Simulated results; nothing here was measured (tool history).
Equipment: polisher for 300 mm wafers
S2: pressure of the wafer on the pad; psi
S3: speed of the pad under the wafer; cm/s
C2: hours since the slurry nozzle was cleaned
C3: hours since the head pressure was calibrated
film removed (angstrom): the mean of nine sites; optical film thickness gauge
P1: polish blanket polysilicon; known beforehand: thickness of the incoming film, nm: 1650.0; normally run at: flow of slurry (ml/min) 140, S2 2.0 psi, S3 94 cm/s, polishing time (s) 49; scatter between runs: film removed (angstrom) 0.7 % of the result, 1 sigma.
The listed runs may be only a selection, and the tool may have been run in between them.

run 1 hour=2.8 | flow_of_slurry_(ml/min)=140 S2=2.0 S3=94 polishing_time_(s)=49 | wafers_polished_on_this_pad=156 C2=37.7 C3=262.8 | film_removed_(angstrom)=3085.2
run 2 hour=5.7 | flow_of_slurry_(ml/min)=140 S2=2.0 S3=146 polishing_time_(s)=49 | wafers_polished_on_this_pad=181 C2=40.6 C3=265.7 | film_removed_(angstrom)=4837.0
run 3 hour=9.7 | flow_of_slurry_(ml/min)=140 S2=2.0 S3=94 polishing_time_(s)=49 | wafers_polished_on_this_pad=215 C2=44.6 C3=269.7 | film_removed_(angstrom)=3079.9
run 4 hour=13.4 | flow_of_slurry_(ml/min)=140 S2=1.0 S3=94 polishing_time_(s)=49 | wafers_polished_on_this_pad=246 C2=48.3 C3=273.4 | film_removed_(angstrom)=1526.8
run 5 hour=16.2 | flow_of_slurry_(ml/min)=140 S2=1.2 S3=132 polishing_time_(s)=49 | wafers_polished_on_this_pad=270 C2=51.1 C3=276.2 | film_removed_(angstrom)=2608.5
run 6 hour=18.4 | flow_of_slurry_(ml/min)=140 S2=2.0 S3=94 polishing_time_(s)=49 | wafers_polished_on_this_pad=289 C2=53.3 C3=278.4 | film_removed_(angstrom)=3096.7
run 7 hour=22.4 | flow_of_slurry_(ml/min)=140 S2=2.0 S3=54 polishing_time_(s)=49 | wafers_polished_on_this_pad=323 C2=57.3 C3=282.4 | film_removed_(angstrom)=1771.3
run 8 hour=25.5 | flow_of_slurry_(ml/min)=85 S2=2.0 S3=94 polishing_time_(s)=49 | wafers_polished_on_this_pad=349 C2=60.4 C3=285.5 | film_removed_(angstrom)=2741.7
run 9 hour=27.9 | flow_of_slurry_(ml/min)=140 S2=2.0 S3=94 polishing_time_(s)=75 | wafers_polished_on_this_pad=369 C2=62.8 C3=287.9 | film_removed_(angstrom)=4701.7
run 10 hour=30.5 | flow_of_slurry_(ml/min)=140 S2=2.0 S3=94 polishing_time_(s)=23 | wafers_polished_on_this_pad=391 C2=65.4 C3=290.5 | film_removed_(angstrom)=1437.3
run 11 hour=33.5 | flow_of_slurry_(ml/min)=140 S2=2.0 S3=94 polishing_time_(s)=49 | wafers_polished_on_this_pad=417 C2=68.4 C3=293.5 | film_removed_(angstrom)=3099.0
run 12 hour=36.6 | flow_of_slurry_(ml/min)=140 S2=3.0 S3=94 polishing_time_(s)=49 | wafers_polished_on_this_pad=443 C2=71.5 C3=296.6 | film_removed_(angstrom)=4629.7
run 13 hour=40.3 | flow_of_slurry_(ml/min)=225 S2=2.0 S3=94 polishing_time_(s)=49 | wafers_polished_on_this_pad=475 C2=75.2 C3=300.3 | film_removed_(angstrom)=3308.6
run 14 hour=44.2 | flow_of_slurry_(ml/min)=140 S2=2.0 S3=94 polishing_time_(s)=49 | wafers_polished_on_this_pad=508 C2=79.1 C3=304.2 | film_removed_(angstrom)=3095.7
run 15 hour=46.3 | flow_of_slurry_(ml/min)=140 S2=2.0 S3=94 polishing_time_(s)=49 | wafers_polished_on_this_pad=526 C2=81.2 C3=306.3 | film_removed_(angstrom)=3030.4
run 16 hour=49.3 | flow_of_slurry_(ml/min)=140 S2=2.0 S3=94 polishing_time_(s)=49 | wafers_polished_on_this_pad=551 C2=84.2 C3=309.3 | film_removed_(angstrom)=2934.6
run 17 hour=51.5 | flow_of_slurry_(ml/min)=140 S2=2.0 S3=94 polishing_time_(s)=49 | wafers_polished_on_this_pad=570 C2=86.4 C3=311.5 | film_removed_(angstrom)=2916.4
run 18 hour=55.2 | flow_of_slurry_(ml/min)=140 S2=2.0 S3=94 polishing_time_(s)=49 | wafers_polished_on_this_pad=601 C2=90.1 C3=315.2 | film_removed_(angstrom)=2878.1
run 19 hour=57.7 | flow_of_slurry_(ml/min)=140 S2=2.0 S3=94 polishing_time_(s)=49 | wafers_polished_on_this_pad=622 C2=92.6 C3=317.7 | film_removed_(angstrom)=2877.8
run 20 hour=59.7 | flow_of_slurry_(ml/min)=140 S2=2.0 S3=94 polishing_time_(s)=49 | wafers_polished_on_this_pad=639 C2=94.6 C3=319.7 | film_removed_(angstrom)=2841.8
run 21 hour=61.9 | flow_of_slurry_(ml/min)=140 S2=2.0 S3=94 polishing_time_(s)=49 | wafers_polished_on_this_pad=658 C2=96.8 C3=321.9 | film_removed_(angstrom)=2820.9
-- hour=63.3 head pressure recalibrated
run 22 hour=64.9 | flow_of_slurry_(ml/min)=140 S2=2.0 S3=94 polishing_time_(s)=49 | wafers_polished_on_this_pad=683 C2=99.8 C3=1.6 | film_removed_(angstrom)=2825.5
run 23 hour=67.2 | flow_of_slurry_(ml/min)=140 S2=2.0 S3=94 polishing_time_(s)=49 | wafers_polished_on_this_pad=703 C2=102.1 C3=3.9 | film_removed_(angstrom)=2793.1
run 24 hour=70.8 | flow_of_slurry_(ml/min)=140 S2=2.0 S3=94 polishing_time_(s)=49 | wafers_polished_on_this_pad=734 C2=105.7 C3=7.5 | film_removed_(angstrom)=2815.1
run 25 hour=73.6 | flow_of_slurry_(ml/min)=140 S2=2.0 S3=94 polishing_time_(s)=49 | wafers_polished_on_this_pad=757 C2=108.5 C3=10.3 | film_removed_(angstrom)=2808.4

P1 has crept away from where it was. The log is fitted equally well by each of these 2 causes, at the sizes shown:
A: slurry flow missing at the pad, % = 33.5
B: removal rate lost through wear of the pad, % = 8.65
The process output started creeping at around hour 44.2.
All other causes, with the reason each is excluded:
head's pressure below its setpoint, %: its service at hour 63.3 followed the start of the drift and did not put the process back to its old value

Below are 4 check runs, each averaged over 3 wafers, with their results shown as question marks. Which of them would give clearly different results depending on which cause is behind the drift?
run check 1 hour=76.4 | flow_of_slurry_(ml/min)=220 S2=2.0 S3=126 polishing_time_(s)=49 | film_removed_(angstrom)=?
run check 2 hour=76.4 | flow_of_slurry_(ml/min)=140 S2=2.0 S3=118 polishing_time_(s)=39 | film_removed_(angstrom)=?
run check 3 hour=76.4 | flow_of_slurry_(ml/min)=140 S2=2.0 S3=94 polishing_time_(s)=35 | film_removed_(angstrom)=?
run check 4 hour=76.4 | flow_of_slurry_(ml/min)=140 S2=2.0 S3=70 polishing_time_(s)=49 | film_removed_(angstrom)=?

Expected result of each check under each candidate cause:
check=check_1 result=film_removed_(angstrom) if_A=4178.3 if_B=4051.4
check=check_2 result=film_removed_(angstrom) if_A=2823.3 if_B=2822.6
check=check_3 result=film_removed_(angstrom) if_A=2018.4 if_B=2017.9
check=check_4 result=film_removed_(angstrom) if_A=2104.3 if_B=2103.8
How far apart the two closest causes lie, in the result that separates them most: check 1 3.08 %; check 2 0.02 %; check 3 0.02 %; check 4 0.02 %
Check 1 distinguishes between the causes, while the remaining checks would return nearly the same result for all of them.

Here is what check 1 returned: film removed (angstrom) 4077.3. Which cause is it?

The cause is B: removal rate lost through wear of the pad, %.
